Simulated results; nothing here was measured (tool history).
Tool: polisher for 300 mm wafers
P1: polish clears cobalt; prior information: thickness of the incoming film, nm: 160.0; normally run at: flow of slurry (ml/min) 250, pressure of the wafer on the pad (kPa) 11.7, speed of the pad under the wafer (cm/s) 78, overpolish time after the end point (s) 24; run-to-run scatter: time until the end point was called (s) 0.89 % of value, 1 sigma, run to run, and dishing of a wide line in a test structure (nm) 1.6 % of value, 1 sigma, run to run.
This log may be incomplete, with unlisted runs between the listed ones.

run  hour  flow of slurry (ml/min)  pressure of the wafer on the pad (kPa)  speed of the pad under the wafer (cm/s)  overpolish time after the end point (s)  wafers polished on this pad  hours since the slurry nozzle was cleaned  hours since the head pressure was calibrated  time until the end point was called (s)  dishing of a wide line in a test structure (nm)
  1   4.2                      250                                    11.7                                       78                                       24                          308                                       71.1                                         492.4                                   55.255                                           33.422
  2   6.9                      150                                    11.7                                       78                                       24                          342                                       73.8                                         495.1                                   58.113                                           33.449
  3   9.1                      250                                    11.7                                       78                                       41                          370                                       76.0                                         497.3                                   54.884                                           39.064
  4  11.6                      250                                    11.7                                       78                                       24                          402                                       78.5                                         499.8                                   56.391                                           34.117
  5  14.9                      250                                    11.7                                       78                                       24                          443                                       81.8                                         503.1                                   55.318                                           33.871
  6  17.7                      350                                    11.7                                       78                                       24                          479                                       84.6                                         505.9                                   53.406                                           34.967
  7  20.7                      250                                    11.7                                       78                                       24                          517                                       87.6                                         508.9                                   55.493                                           32.753
  8  23.3                      250                                     5.5                                       78                                       24                          550                                       90.2                                         511.5                                  117.640                                           22.480
  9  26.1                      150                                    11.7                                       36                                       24                          585                                       93.0                                         514.3                                  128.530                                           21.695
 10  30.1                      250                                    11.7                                       78                                        7                          636                                       97.0                                         518.3                                   55.439                                           15.897
 11  33.1                      250                                    11.7                                       78                                       24                          673                                      100.0                                         521.3                                   55.141                                           34.159
 12  36.1                      250                                    11.7                                      106                                       24                          711                                      103.0                                         524.3                                   40.811                                           37.282
 13  39.8                      250                                    11.7                                       78                                       24                          758                                      106.7                                         528.0                                   54.413                                           34.067
 14  42.6                      250                                    11.7                                       36                                       24                          794                                      109.5                                         530.8                                  119.630                                           22.326
 15  45.3                      250                                    11.7                                       78                                       24                          828                                      112.2                                         533.5                                   55.073                                           34.323
 16  48.3                      250                                    15.9                                       78                                       24                          866                                      115.2                                         536.5                                   41.394                                           36.767
 17  51.5                      250                                    11.7                                       78                                       24                          906                                      118.4                                         539.7                                   54.901                                           34.395
 18  54.2                      250                                    11.7                                       78                                       24                          940                                      121.1                                         542.4                                   56.093                                           32.731
 19  57.3                      250                                    11.7                                       78                                       24                          979                                      124.2                                         545.5                                   56.444                                           32.816
 20  60.1                      250                                    11.7                                       78                                       24                         1015                                      127.0                                         548.3                                   57.463                                           34.553
 21  62.2                      250                                    11.7                                       78                                       24                         1041                                      129.1                                         550.4                                   56.804                                           32.967
     63.0  -- head pressure recalibrated
 22  66.6                      250                                    11.7                                       78                                       24                         1097                                      133.5                                           3.6                                   56.588                                           32.537
 23  71.0                      250                                    11.7                                       78                                       24                         1152                                      137.9                                           8.0                                   58.177                                           33.240
 24  74.7                      250                                    11.7                                       78                                       24                         1199                                      141.6                                          11.7                                   57.230                                           32.199
 25  78.8                      250                                    11.7                                       78                                       24                         1251                                      145.7                                          15.8                                   58.615                                           33.311

What P1 gives has crept away from where it was. These 2 causes fit the log equally well, each at the size given:
A: removal rate lost through wear of the pad, % = 5.11
B: slurry flow missing at the pad, % = 33.3
The creep began at about hour 51.5.
Excluded causes, each with its reason:
head's pressure below its setpoint, %: its service at hour 63.0 followed the start of the drift and did not put the process back to its old value

Consider the 4 check runs below, whose results appear as question marks and each of which averages 5 wafers. Which one distinguishes the causes, in that each cause would give it a clearly different result?
check 1  82.9                      250                                    11.7                                      106                                       24                                                                                                                                                              ?                                                ?
check 2  82.9                      150                                    14.5                                       78                                       24                                                                                                                                                              ?                                                ?
check 3  82.9                      250                                    11.7                                       44                                       24                                                                                                                                                              ?                                                ?
check 4  82.9                      250                                    15.9                                       78                                       24                                                                                                                                                              ?                                                ?

What each check would give under each cause:
  check                                           result     if A     if B
check 1          time until the end point was called (s)   42.754   42.753
check 1  dishing of a wide line in a test structure (nm)   36.654   36.655
check 2          time until the end point was called (s)   50.431   52.048
check 2  dishing of a wide line in a test structure (nm)   34.768   34.367
check 3          time until the end point was called (s)  103.000  102.990
check 3  dishing of a wide line in a test structure (nm)   24.531   24.531
check 4          time until the end point was called (s)   42.945   42.943
check 4  dishing of a wide line in a test structure (nm)   36.608   36.609
Distance between the nearest two causes, measured in the result of the check that separates them most: check 1 0 %; check 2 3.16 %; check 3 0 %; check 4 0 %
Check 2 is the one run that separates the causes; every other check would come out nearly the same whichever cause is at work.

Running check 2 produced the following: time until the end point was called (s) 52.135; dishing of a wide line in a test structure (nm) 34.468. Which one of the listed causes fits?

It is B: slurry flow missing at the pad, %.
